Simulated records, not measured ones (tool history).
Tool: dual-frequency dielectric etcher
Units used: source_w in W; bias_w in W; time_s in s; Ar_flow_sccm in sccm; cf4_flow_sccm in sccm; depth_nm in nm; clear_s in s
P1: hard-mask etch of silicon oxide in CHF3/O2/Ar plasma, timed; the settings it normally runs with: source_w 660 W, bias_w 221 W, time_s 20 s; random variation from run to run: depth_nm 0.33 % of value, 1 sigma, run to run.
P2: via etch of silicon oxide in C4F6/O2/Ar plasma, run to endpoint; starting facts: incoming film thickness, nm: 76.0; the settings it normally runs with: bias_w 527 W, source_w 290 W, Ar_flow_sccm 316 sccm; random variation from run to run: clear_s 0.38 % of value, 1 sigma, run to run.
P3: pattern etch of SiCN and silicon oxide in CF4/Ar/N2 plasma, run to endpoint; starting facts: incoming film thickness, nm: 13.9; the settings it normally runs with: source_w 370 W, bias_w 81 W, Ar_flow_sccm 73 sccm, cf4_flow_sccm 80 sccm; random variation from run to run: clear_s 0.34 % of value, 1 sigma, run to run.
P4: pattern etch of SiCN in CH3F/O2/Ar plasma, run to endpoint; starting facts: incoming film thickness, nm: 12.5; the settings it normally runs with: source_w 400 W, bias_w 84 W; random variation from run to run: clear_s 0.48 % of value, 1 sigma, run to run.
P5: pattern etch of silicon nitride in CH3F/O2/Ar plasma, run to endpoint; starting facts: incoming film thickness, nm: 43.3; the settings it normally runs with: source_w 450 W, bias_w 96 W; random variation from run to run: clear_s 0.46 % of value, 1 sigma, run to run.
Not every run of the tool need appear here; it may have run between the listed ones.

run	hour	process	source_w	bias_w	time_s	Ar_flow_sccm	cf4_flow_sccm	depth_nm	clear_s
1	9.5	P1	660	221	20			43.232	
2	14.7	P1	660	280	14			33.033	
3	23	P5	450	125					47.331
4	29.3	P2	290	527		316			18.403
5	37.3	P1	820	221	20			46.824	
6	46.8	P5	450	96					52.552
7	54.7	P2	290	527		316			18.261
8	65.5	P1	660	221	20			43.306	
9	75.8	P1	490	280	20			41.888	
10	83.5	P2	290	527		423			18.857
11	94.4	P3	370	81		73	59		17.932
12	104.5	P1	660	221	20			42.959	
13	112.1	P1	660	152	26.5			50.744	
14	124	P3	370	81		73	80		17.288
15	134.1	P1	660	285	20			47.093	
16	145	P4	400	117					27.581
17	155.9	P3	370	54		73	80		19.568
18	162.5	P1	660	168	20			39.303	
19	170.2	P4	400	84					31.45
20	178.5	P1	660	221	15.5			33.51	
21	186.6	P1	660	221	20			43.185	
22	195.7	P4	520	84					28.163
23	202.2	P1	480	221	20			38.439	
24	212.4	P1	660	221	20			42.88	
25	221.6	P1	660	221	28			60.734	
26	232.9	P3	370	81		59	80		16.948
27	239.4	P4	400	84					31.548
28	247.1	P2	390	527		316			16.318
29	257.3	P3	500	81		73	80		13.246
30	268.1	P5	330	96					58.847
31	278.6	P2	290	399		316			20.22
32	288.9	P1	660	221	20			43.138	
33	297	P1	660	221	20			42.862	
34	305.8	P1	660	221	20			42.807	
35	317.2	P1	660	221	20			42.824	
36	325	P1	660	221	20			42.857	
37	334.4	P1	660	221	20			42.186	
# hour 336.2: wet clean of the chamber
38	340.5	P1	660	221	20			42.387	
39	350.8	P1	660	221	20			42.668	
40	361.7	P1	660	221	20			42.558	
41	370.2	P1	660	221	20			42.38	
42	376.5	P1	660	221	20			42.597	
43	383.8	P1	660	221	20			42.485	

The output of P1 has drifted from where it used to be. Each of the 2 causes below, taken at the size shown beside it, accounts for the log equally well:
A: bias power that arrives under what is set, % = 4.64
B: source power that arrives under what is set, % = 4.25
The drift started at roughly hour 288.9.
Every other cause this tool's parts could produce, and why it does not fit the log:
chamber walls in a state that lowers the etch rate, %: work on it at hour 336.2, done after the drift set in, did not restore what the process gave before

You are offered 4 check runs, listed below with question marks in place of their results; each one averages 2 wafers. Which run separates the listed causes by giving clearly different results for each?
check 1	391.1	P2	360	527		420			?
check 2	391.1	P4	400	117					?
check 3	391.1	P5	370	96					?
check 4	391.1	P3	370	81		73	65		?

What each check would give under each cause:
check	result	if A	if B
check 1	clear_s	17.72	17.685
check 2	clear_s	28.107	28.039
check 3	clear_s	57.318	57.252
check 4	clear_s	18.016	18.422
Separation of the two closest causes in each check, using whichever result separates them best: check 1 0.2 %; check 2 0.25 %; check 3 0.11 %; check 4 2.23 %
Only in check 4 would the causes give clearly different results; in the remaining checks their results would be nearly the same.

With check 4 done, the readings were: clear_s 18.003 s. Identify which of the listed causes applies.

It is A: bias power that arrives under what is set, %.
